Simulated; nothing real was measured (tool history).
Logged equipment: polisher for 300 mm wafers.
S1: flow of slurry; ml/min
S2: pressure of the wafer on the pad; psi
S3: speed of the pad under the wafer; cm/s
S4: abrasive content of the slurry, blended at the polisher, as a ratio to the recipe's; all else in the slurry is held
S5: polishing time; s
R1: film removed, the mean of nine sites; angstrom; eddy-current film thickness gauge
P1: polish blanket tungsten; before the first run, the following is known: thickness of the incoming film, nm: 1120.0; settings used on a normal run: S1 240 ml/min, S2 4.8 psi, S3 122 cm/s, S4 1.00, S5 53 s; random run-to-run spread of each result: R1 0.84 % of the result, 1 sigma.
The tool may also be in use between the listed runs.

{"run": 1, "hour": 7.8, "S1": 240, "S2": 4.8, "S3": 122, "S4": 1.0, "S5": 53, "R1": 4357.1}
{"run": 2, "hour": 18.5, "S1": 370, "S2": 4.8, "S3": 122, "S4": 1.0, "S5": 53, "R1": 4449.1}
{"run": 3, "hour": 26.5, "S1": 240, "S2": 4.8, "S3": 122, "S4": 1.0, "S5": 53, "R1": 4285.2}
{"run": 4, "hour": 37.9, "S1": 240, "S2": 4.8, "S3": 122, "S4": 1.5, "S5": 53, "R1": 4697.2}
{"run": 5, "hour": 43.7, "S1": 240, "S2": 4.8, "S3": 122, "S4": 1.0, "S5": 53, "R1": 4251.1}
{"hour": 46.3, "done": "head pressure recalibrated"}
{"run": 6, "hour": 55.0, "S1": 240, "S2": 4.8, "S3": 122, "S4": 1.0, "S5": 53, "R1": 4318.3}
{"run": 7, "hour": 66.4, "S1": 240, "S2": 7.0, "S3": 122, "S4": 1.0, "S5": 53, "R1": 6320.7}
{"run": 8, "hour": 73.6, "S1": 240, "S2": 2.2, "S3": 122, "S4": 1.0, "S5": 53, "R1": 1985.8}
{"run": 9, "hour": 79.0, "S1": 240, "S2": 4.8, "S3": 188, "S4": 1.0, "S5": 53, "R1": 6603.2}
{"run": 10, "hour": 86.3, "S1": 240, "S2": 4.8, "S3": 122, "S4": 1.0, "S5": 24, "R1": 1938.2}
{"run": 11, "hour": 93.0, "S1": 240, "S2": 4.8, "S3": 122, "S4": 0.55, "S5": 53, "R1": 3784.9}
{"run": 12, "hour": 101.4, "S1": 240, "S2": 2.4, "S3": 122, "S4": 0.65, "S5": 53, "R1": 1944.6}
{"run": 13, "hour": 106.7, "S1": 240, "S2": 4.8, "S3": 122, "S4": 1.0, "S5": 83, "R1": 6672.4}
{"run": 14, "hour": 113.6, "S1": 240, "S2": 4.8, "S3": 64, "S4": 1.0, "S5": 53, "R1": 2229.0}
{"run": 15, "hour": 122.0, "S1": 145, "S2": 4.8, "S3": 122, "S4": 1.0, "S5": 53, "R1": 4019.6}
{"run": 16, "hour": 132.4, "S1": 240, "S2": 4.8, "S3": 122, "S4": 1.0, "S5": 53, "R1": 4293.4}
{"run": 17, "hour": 138.5, "S1": 240, "S2": 4.8, "S3": 122, "S4": 1.0, "S5": 53, "R1": 4171.5}
{"run": 18, "hour": 144.1, "S1": 240, "S2": 4.8, "S3": 122, "S4": 1.0, "S5": 53, "R1": 4140.5}
{"run": 19, "hour": 149.5, "S1": 240, "S2": 4.8, "S3": 122, "S4": 1.0, "S5": 53, "R1": 4171.0}
{"hour": 158.5, "done": "worn pad replaced by a new one"}
{"run": 20, "hour": 158.9, "S1": 240, "S2": 4.8, "S3": 122, "S4": 1.0, "S5": 53, "R1": 4073.0}
{"run": 21, "hour": 169.8, "S1": 240, "S2": 4.8, "S3": 122, "S4": 1.0, "S5": 53, "R1": 4130.4}
{"hour": 173.8, "done": "slurry blender recalibrated"}
{"run": 22, "hour": 180.8, "S1": 240, "S2": 4.8, "S3": 122, "S4": 1.0, "S5": 53, "R1": 3984.4}
{"hour": 185.9, "done": "head pressure recalibrated"}
{"run": 23, "hour": 189.1, "S1": 240, "S2": 4.8, "S3": 122, "S4": 1.0, "S5": 53, "R1": 4048.6}
{"run": 24, "hour": 196.9, "S1": 240, "S2": 4.8, "S3": 122, "S4": 1.0, "S5": 53, "R1": 3997.3}
{"run": 25, "hour": 204.2, "S1": 240, "S2": 4.8, "S3": 122, "S4": 1.0, "S5": 53, "R1": 4040.6}

What P1 gives has crept off from where it sat before. The 2 causes that follow fit the log equally well, each at the size noted:
A: peroxide lost from the slurry, % = 16.6
B: slurry flow missing at the pad, % = 39.4
At approximately hour 132.4, the process output began to creep.
Why every other cause is out:
removal rate lost through wear of the pad, %: serviced at hour 158.5, which brought nothing back
head's pressure below its setpoint, %: serviced at hour 185.9, which brought nothing back
abrasive missing from the slurry, %: serviced at hour 173.8, which brought nothing back

The list below offers 4 check runs, each averaging the results of 5 wafers, and shows each result as a question mark. For which of them would the listed causes give clearly different results?
{"run": "check 1", "hour": 211.5, "S1": 160, "S2": 4.8, "S3": 122, "S4": 1.0, "S5": 25, "R1": "?"}
{"run": "check 2", "hour": 211.5, "S1": 240, "S2": 6.4, "S3": 122, "S4": 1.0, "S5": 78, "R1": "?"}
{"run": "check 3", "hour": 211.5, "S1": 240, "S2": 6.6, "S3": 122, "S4": 1.0, "S5": 53, "R1": "?"}
{"run": "check 4", "hour": 211.5, "S1": 240, "S2": 4.8, "S3": 122, "S4": 1.4, "S5": 81, "R1": "?"}

Check results expected under each cause:
check=check_1 result=R1 if_A=1790.4 if_B=1733.8
check=check_2 result=R1 if_A=7864.6 if_B=7863.1
check=check_3 result=R1 if_A=5510.9 if_B=5509.9
check=check_4 result=R1 if_A=6641.2 if_B=6639.9
Gap, in per cent, between the two causes that each check separates least, read from the result that separates them most: check 1 3.21 %; check 2 0.02 %; check 3 0.02 %; check 4 0.02 %
Check 1 distinguishes between the causes, while the remaining checks would return nearly the same result for all of them.

Then check 1 was run and gave: R1 1788.3 angstrom. Which cause is it?

It was cause A: peroxide lost from the slurry, %.

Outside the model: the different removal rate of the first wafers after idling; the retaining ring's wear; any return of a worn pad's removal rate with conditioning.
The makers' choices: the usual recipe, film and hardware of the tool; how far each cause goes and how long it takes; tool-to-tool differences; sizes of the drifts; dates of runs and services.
